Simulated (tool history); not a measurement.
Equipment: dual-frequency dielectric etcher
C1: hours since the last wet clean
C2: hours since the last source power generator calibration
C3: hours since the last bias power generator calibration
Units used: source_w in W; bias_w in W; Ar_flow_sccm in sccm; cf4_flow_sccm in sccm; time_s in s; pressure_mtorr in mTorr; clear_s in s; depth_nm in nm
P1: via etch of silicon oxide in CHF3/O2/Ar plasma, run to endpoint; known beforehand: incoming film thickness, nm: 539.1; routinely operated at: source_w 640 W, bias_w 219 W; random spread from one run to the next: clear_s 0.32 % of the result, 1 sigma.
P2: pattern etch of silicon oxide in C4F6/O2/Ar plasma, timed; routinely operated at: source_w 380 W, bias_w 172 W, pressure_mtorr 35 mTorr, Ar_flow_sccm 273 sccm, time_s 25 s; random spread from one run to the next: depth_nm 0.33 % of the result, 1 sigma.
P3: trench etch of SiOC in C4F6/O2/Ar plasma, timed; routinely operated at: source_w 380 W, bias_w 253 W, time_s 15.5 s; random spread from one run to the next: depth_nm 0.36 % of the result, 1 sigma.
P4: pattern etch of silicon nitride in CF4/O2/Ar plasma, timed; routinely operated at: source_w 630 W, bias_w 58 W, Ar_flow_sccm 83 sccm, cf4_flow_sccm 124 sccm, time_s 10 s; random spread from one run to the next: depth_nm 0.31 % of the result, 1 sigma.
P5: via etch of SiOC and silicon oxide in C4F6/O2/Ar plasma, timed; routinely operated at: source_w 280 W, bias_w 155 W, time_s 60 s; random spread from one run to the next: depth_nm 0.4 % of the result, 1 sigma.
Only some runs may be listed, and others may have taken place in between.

{"run": 1, "hour": 18.3, "process": "P1", "source_w": 640, "bias_w": 219, "C1": 261.2, "C2": 1114.9, "C3": 1608.4, "clear_s": 238.81}
{"run": 2, "hour": 30.0, "process": "P4", "source_w": 630, "bias_w": 58, "Ar_flow_sccm": 83, "cf4_flow_sccm": 124, "time_s": 10, "C1": 272.9, "C2": 1126.6, "C3": 1620.1, "depth_nm": 25.329}
{"run": 3, "hour": 48.6, "process": "P2", "source_w": 380, "bias_w": 172, "Ar_flow_sccm": 273, "time_s": 25, "pressure_mtorr": 50, "C1": 291.5, "C2": 1145.2, "C3": 1638.7, "depth_nm": 72.951}
{"run": 4, "hour": 66.6, "process": "P5", "source_w": 280, "bias_w": 155, "time_s": 60, "C1": 309.5, "C2": 1163.2, "C3": 1656.7, "depth_nm": 55.989}
{"run": 5, "hour": 79.0, "process": "P1", "source_w": 640, "bias_w": 273, "C1": 321.9, "C2": 1175.6, "C3": 1669.1, "clear_s": 222.31}
{"run": 6, "hour": 90.9, "process": "P5", "source_w": 280, "bias_w": 155, "time_s": 33, "C1": 333.8, "C2": 1187.5, "C3": 1681, "depth_nm": 30.932}
{"run": 7, "hour": 108.6, "process": "P1", "source_w": 860, "bias_w": 219, "C1": 351.5, "C2": 1205.2, "C3": 1698.7, "clear_s": 213.24}
{"run": 8, "hour": 124.3, "process": "P1", "source_w": 640, "bias_w": 219, "C1": 367.2, "C2": 1220.9, "C3": 1714.4, "clear_s": 238.78}
{"run": 9, "hour": 141.2, "process": "P2", "source_w": 380, "bias_w": 140, "Ar_flow_sccm": 273, "time_s": 25, "pressure_mtorr": 35, "C1": 384.1, "C2": 1237.8, "C3": 1731.3, "depth_nm": 71.085}
{"run": 10, "hour": 154.3, "process": "P1", "source_w": 640, "bias_w": 151, "C1": 397.2, "C2": 1250.9, "C3": 1744.4, "clear_s": 271.69}
{"run": 11, "hour": 164.4, "process": "P1", "source_w": 640, "bias_w": 219, "C1": 407.3, "C2": 1261, "C3": 1754.5, "clear_s": 240.84}
{"run": 12, "hour": 176.7, "process": "P4", "source_w": 630, "bias_w": 58, "Ar_flow_sccm": 62, "cf4_flow_sccm": 124, "time_s": 10, "C1": 419.6, "C2": 1273.3, "C3": 1766.8, "depth_nm": 26.168}
{"run": 13, "hour": 194.4, "process": "P1", "source_w": 640, "bias_w": 219, "C1": 437.3, "C2": 1291, "C3": 1784.5, "clear_s": 238.94}
{"run": 14, "hour": 210.6, "process": "P1", "source_w": 410, "bias_w": 174, "C1": 453.5, "C2": 1307.2, "C3": 1800.7, "clear_s": 307.46}
{"run": 15, "hour": 224.4, "process": "P3", "source_w": 380, "bias_w": 200, "time_s": 15.5, "C1": 467.3, "C2": 1321, "C3": 1814.5, "depth_nm": 33.125}
{"run": 16, "hour": 235.2, "process": "P3", "source_w": 380, "bias_w": 253, "time_s": 8.5, "C1": 478.1, "C2": 1331.8, "C3": 1825.3, "depth_nm": 19.559}
{"run": 17, "hour": 252.4, "process": "P5", "source_w": 190, "bias_w": 155, "time_s": 60, "C1": 495.3, "C2": 1349, "C3": 1842.5, "depth_nm": 48.604}
{"run": 18, "hour": 261.8, "process": "P1", "source_w": 480, "bias_w": 160, "C1": 504.7, "C2": 1358.4, "C3": 1851.9, "clear_s": 297.82}
{"run": 19, "hour": 276.2, "process": "P4", "source_w": 630, "bias_w": 58, "Ar_flow_sccm": 83, "cf4_flow_sccm": 74, "time_s": 10, "C1": 519.1, "C2": 1372.8, "C3": 1866.3, "depth_nm": 23.875}
{"run": 20, "hour": 287.5, "process": "P2", "source_w": 380, "bias_w": 172, "Ar_flow_sccm": 273, "time_s": 32, "pressure_mtorr": 35, "C1": 530.4, "C2": 1384.1, "C3": 1877.6, "depth_nm": 97.16}
{"run": 21, "hour": 296.7, "process": "P4", "source_w": 630, "bias_w": 42, "Ar_flow_sccm": 83, "cf4_flow_sccm": 124, "time_s": 10, "C1": 539.6, "C2": 1393.3, "C3": 1886.8, "depth_nm": 22.711}
{"run": 22, "hour": 305.0, "process": "P1", "source_w": 640, "bias_w": 219, "C1": 547.9, "C2": 1401.6, "C3": 1895.1, "clear_s": 239.93}
{"run": 23, "hour": 315.7, "process": "P5", "source_w": 280, "bias_w": 89, "time_s": 60, "C1": 558.6, "C2": 1412.3, "C3": 1905.8, "depth_nm": 47.792}
{"run": 24, "hour": 325.9, "process": "P3", "source_w": 250, "bias_w": 253, "time_s": 15.5, "C1": 568.8, "C2": 1422.5, "C3": 1916, "depth_nm": 30.659}
{"run": 25, "hour": 340.9, "process": "P1", "source_w": 380, "bias_w": 219, "C1": 583.8, "C2": 1437.5, "C3": 1931, "clear_s": 291.05}
{"hour": 343.6, "done": "bias power generator calibrated"}
{"run": 26, "hour": 356.8, "process": "P4", "source_w": 630, "bias_w": 58, "Ar_flow_sccm": 83, "cf4_flow_sccm": 124, "time_s": 6.5, "C1": 599.7, "C2": 1453.4, "C3": 13.3, "depth_nm": 16.574}
{"run": 27, "hour": 369.2, "process": "P1", "source_w": 640, "bias_w": 219, "C1": 612.1, "C2": 1465.8, "C3": 25.7, "clear_s": 239.07}
{"run": 28, "hour": 383.2, "process": "P2", "source_w": 220, "bias_w": 172, "Ar_flow_sccm": 273, "time_s": 25, "pressure_mtorr": 35, "C1": 626.1, "C2": 1479.8, "C3": 39.7, "depth_nm": 61.262}
{"run": 29, "hour": 395.8, "process": "P2", "source_w": 380, "bias_w": 172, "Ar_flow_sccm": 273, "time_s": 25, "pressure_mtorr": 35, "C1": 638.7, "C2": 1492.4, "C3": 52.3, "depth_nm": 75.978}
{"run": 30, "hour": 410.1, "process": "P4", "source_w": 820, "bias_w": 58, "Ar_flow_sccm": 83, "cf4_flow_sccm": 124, "time_s": 10, "C1": 653, "C2": 1506.7, "C3": 66.6, "depth_nm": 31.931}
{"run": 31, "hour": 423.6, "process": "P4", "source_w": 630, "bias_w": 58, "Ar_flow_sccm": 83, "cf4_flow_sccm": 124, "time_s": 10, "C1": 666.5, "C2": 1520.2, "C3": 80.1, "depth_nm": 25.452}
{"run": 32, "hour": 434.7, "process": "P1", "source_w": 640, "bias_w": 219, "C1": 677.6, "C2": 1531.3, "C3": 91.2, "clear_s": 240.95}
{"run": 33, "hour": 443.2, "process": "P3", "source_w": 380, "bias_w": 253, "time_s": 15.5, "C1": 686.1, "C2": 1539.8, "C3": 99.7, "depth_nm": 35.7}
{"run": 34, "hour": 456.3, "process": "P2", "source_w": 380, "bias_w": 172, "Ar_flow_sccm": 164, "time_s": 25, "pressure_mtorr": 35, "C1": 699.2, "C2": 1552.9, "C3": 112.8, "depth_nm": 80.599}
{"run": 35, "hour": 470.5, "process": "P1", "source_w": 640, "bias_w": 219, "C1": 713.4, "C2": 1567.1, "C3": 127, "clear_s": 239.04}
{"run": 36, "hour": 481.8, "process": "P1", "source_w": 640, "bias_w": 219, "C1": 724.7, "C2": 1578.4, "C3": 138.3, "clear_s": 241.21}
{"run": 37, "hour": 490.6, "process": "P1", "source_w": 640, "bias_w": 219, "C1": 733.5, "C2": 1587.2, "C3": 147.1, "clear_s": 241.37}
{"run": 38, "hour": 503.2, "process": "P1", "source_w": 640, "bias_w": 219, "C1": 746.1, "C2": 1599.8, "C3": 159.7, "clear_s": 239.95}
{"run": 39, "hour": 519.4, "process": "P1", "source_w": 640, "bias_w": 219, "C1": 762.3, "C2": 1616, "C3": 175.9, "clear_s": 242.72}
{"run": 40, "hour": 532.4, "process": "P1", "source_w": 640, "bias_w": 219, "C1": 775.3, "C2": 1629, "C3": 188.9, "clear_s": 243.87}
{"run": 41, "hour": 542.6, "process": "P1", "source_w": 640, "bias_w": 219, "C1": 785.5, "C2": 1639.2, "C3": 199.1, "clear_s": 242.37}
{"run": 42, "hour": 552.6, "process": "P1", "source_w": 640, "bias_w": 219, "C1": 795.5, "C2": 1649.2, "C3": 209.1, "clear_s": 243.07}
{"hour": 553.1, "done": "wet clean of the chamber"}
{"run": 43, "hour": 567.6, "process": "P1", "source_w": 640, "bias_w": 219, "C1": 14.6, "C2": 1664.2, "C3": 224.1, "clear_s": 243.42}
{"run": 44, "hour": 577.8, "process": "P1", "source_w": 640, "bias_w": 219, "C1": 24.8, "C2": 1674.4, "C3": 234.3, "clear_s": 243.54}
{"run": 45, "hour": 595.3, "process": "P1", "source_w": 640, "bias_w": 219, "C1": 42.3, "C2": 1691.9, "C3": 251.8, "clear_s": 243.22}

What does the tool deliver on the next run?
{"run": 46, "hour": 613.9, "process": "P1", "source_w": 640, "bias_w": 219, "C1": 60.9, "C2": 1710.5, "C3": 270.4, "clear_s": "?"}

Run 46 gave clear_s 242.98 s.

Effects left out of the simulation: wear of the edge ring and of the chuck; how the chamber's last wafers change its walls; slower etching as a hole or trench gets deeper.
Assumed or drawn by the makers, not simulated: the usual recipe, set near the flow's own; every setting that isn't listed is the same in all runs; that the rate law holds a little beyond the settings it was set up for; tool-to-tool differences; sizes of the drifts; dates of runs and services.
